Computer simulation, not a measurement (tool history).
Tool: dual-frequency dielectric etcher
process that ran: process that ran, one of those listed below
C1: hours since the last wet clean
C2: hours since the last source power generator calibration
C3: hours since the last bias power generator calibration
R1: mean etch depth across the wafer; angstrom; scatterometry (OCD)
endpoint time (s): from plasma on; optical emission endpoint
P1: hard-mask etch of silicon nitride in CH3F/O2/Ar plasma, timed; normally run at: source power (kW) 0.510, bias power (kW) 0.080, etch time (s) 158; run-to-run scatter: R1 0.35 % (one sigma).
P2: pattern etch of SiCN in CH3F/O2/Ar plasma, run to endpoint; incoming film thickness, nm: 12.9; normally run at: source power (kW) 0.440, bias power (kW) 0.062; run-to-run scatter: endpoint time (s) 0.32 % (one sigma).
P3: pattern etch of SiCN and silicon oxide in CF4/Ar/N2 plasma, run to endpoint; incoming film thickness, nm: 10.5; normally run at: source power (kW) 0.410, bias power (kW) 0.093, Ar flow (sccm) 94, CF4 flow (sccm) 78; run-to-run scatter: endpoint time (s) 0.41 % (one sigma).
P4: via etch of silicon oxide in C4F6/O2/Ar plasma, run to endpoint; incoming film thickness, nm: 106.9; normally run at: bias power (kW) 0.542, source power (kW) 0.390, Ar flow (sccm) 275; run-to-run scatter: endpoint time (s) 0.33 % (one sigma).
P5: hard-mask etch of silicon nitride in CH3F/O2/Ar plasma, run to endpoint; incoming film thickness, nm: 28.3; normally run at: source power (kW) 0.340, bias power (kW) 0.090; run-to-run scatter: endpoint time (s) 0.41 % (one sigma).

run 1 hour=3.2 | process_that_ran=P1 source_power_(kW)=0.510 bias_power_(kW)=0.080 etch_time_(s)=158 | C1=254.9 C2=1967.8 C3=859.4 | R1=1259.30
run 2 hour=9.7 | process_that_ran=P5 source_power_(kW)=0.340 bias_power_(kW)=0.112 | C1=261.4 C2=1974.3 C3=865.9 | endpoint_time_(s)=37.345
run 3 hour=15.5 | process_that_ran=P4 source_power_(kW)=0.390 bias_power_(kW)=0.542 Ar_flow_(sccm)=221 | C1=267.2 C2=1980.1 C3=871.7 | endpoint_time_(s)=22.076
run 4 hour=21.3 | process_that_ran=P1 source_power_(kW)=0.510 bias_power_(kW)=0.055 etch_time_(s)=158 | C1=273.0 C2=1985.9 C3=877.5 | R1=1112.70
run 5 hour=27.3 | process_that_ran=P3 source_power_(kW)=0.500 bias_power_(kW)=0.093 Ar_flow_(sccm)=94 CF4_flow_(sccm)=78 | C1=279.0 C2=1991.9 C3=883.5 | endpoint_time_(s)=10.054
run 6 hour=33.7 | process_that_ran=P1 source_power_(kW)=0.380 bias_power_(kW)=0.080 etch_time_(s)=158 | C1=285.4 C2=1998.3 C3=889.9 | R1=1126.70
run 7 hour=37.1 | process_that_ran=P1 source_power_(kW)=0.510 bias_power_(kW)=0.080 etch_time_(s)=158 | C1=288.8 C2=2001.7 C3=893.3 | R1=1263.60
run 8 hour=41.4 | process_that_ran=P1 source_power_(kW)=0.610 bias_power_(kW)=0.080 etch_time_(s)=119 | C1=293.1 C2=2006.0 C3=897.6 | R1=1015.00
run 9 hour=48.2 | process_that_ran=P4 source_power_(kW)=0.390 bias_power_(kW)=0.542 Ar_flow_(sccm)=275 | C1=299.9 C2=2012.8 C3=904.4 | endpoint_time_(s)=22.564
run 10 hour=52.1 | process_that_ran=P1 source_power_(kW)=0.510 bias_power_(kW)=0.080 etch_time_(s)=120 | C1=303.8 C2=2016.7 C3=908.3 | R1=954.68
run 11 hour=58.2 | process_that_ran=P1 source_power_(kW)=0.690 bias_power_(kW)=0.080 etch_time_(s)=158 | C1=309.9 C2=2022.8 C3=914.4 | R1=1410.10
run 12 hour=62.6 | process_that_ran=P5 source_power_(kW)=0.280 bias_power_(kW)=0.090 | C1=314.3 C2=2027.2 C3=918.8 | endpoint_time_(s)=43.263
run 13 hour=67.3 | process_that_ran=P1 source_power_(kW)=0.510 bias_power_(kW)=0.080 etch_time_(s)=158 | C1=319.0 C2=2031.9 C3=923.5 | R1=1255.70
run 14 hour=72.0 | process_that_ran=P2 source_power_(kW)=0.300 bias_power_(kW)=0.062 | C1=323.7 C2=2036.6 C3=928.2 | endpoint_time_(s)=40.982
run 15 hour=78.7 | process_that_ran=P1 source_power_(kW)=0.510 bias_power_(kW)=0.080 etch_time_(s)=158 | C1=330.4 C2=2043.3 C3=934.9 | R1=1256.80
run 16 hour=84.2 | process_that_ran=P1 source_power_(kW)=0.510 bias_power_(kW)=0.113 etch_time_(s)=158 | C1=335.9 C2=2048.8 C3=940.4 | R1=1426.60
run 17 hour=90.3 | process_that_ran=P2 source_power_(kW)=0.440 bias_power_(kW)=0.048 | C1=342.0 C2=2054.9 C3=946.5 | endpoint_time_(s)=38.782
run 18 hour=96.2 | process_that_ran=P1 source_power_(kW)=0.420 bias_power_(kW)=0.080 etch_time_(s)=219 | C1=347.9 C2=2060.8 C3=952.4 | R1=1623.50

The next listed run, before its measurement:
run 19 hour=100.5 | process_that_ran=P1 source_power_(kW)=0.510 bias_power_(kW)=0.080 etch_time_(s)=218 | C1=352.2 C2=2065.1 C3=956.7 | R1=?

R1: 1740.60 angstrom

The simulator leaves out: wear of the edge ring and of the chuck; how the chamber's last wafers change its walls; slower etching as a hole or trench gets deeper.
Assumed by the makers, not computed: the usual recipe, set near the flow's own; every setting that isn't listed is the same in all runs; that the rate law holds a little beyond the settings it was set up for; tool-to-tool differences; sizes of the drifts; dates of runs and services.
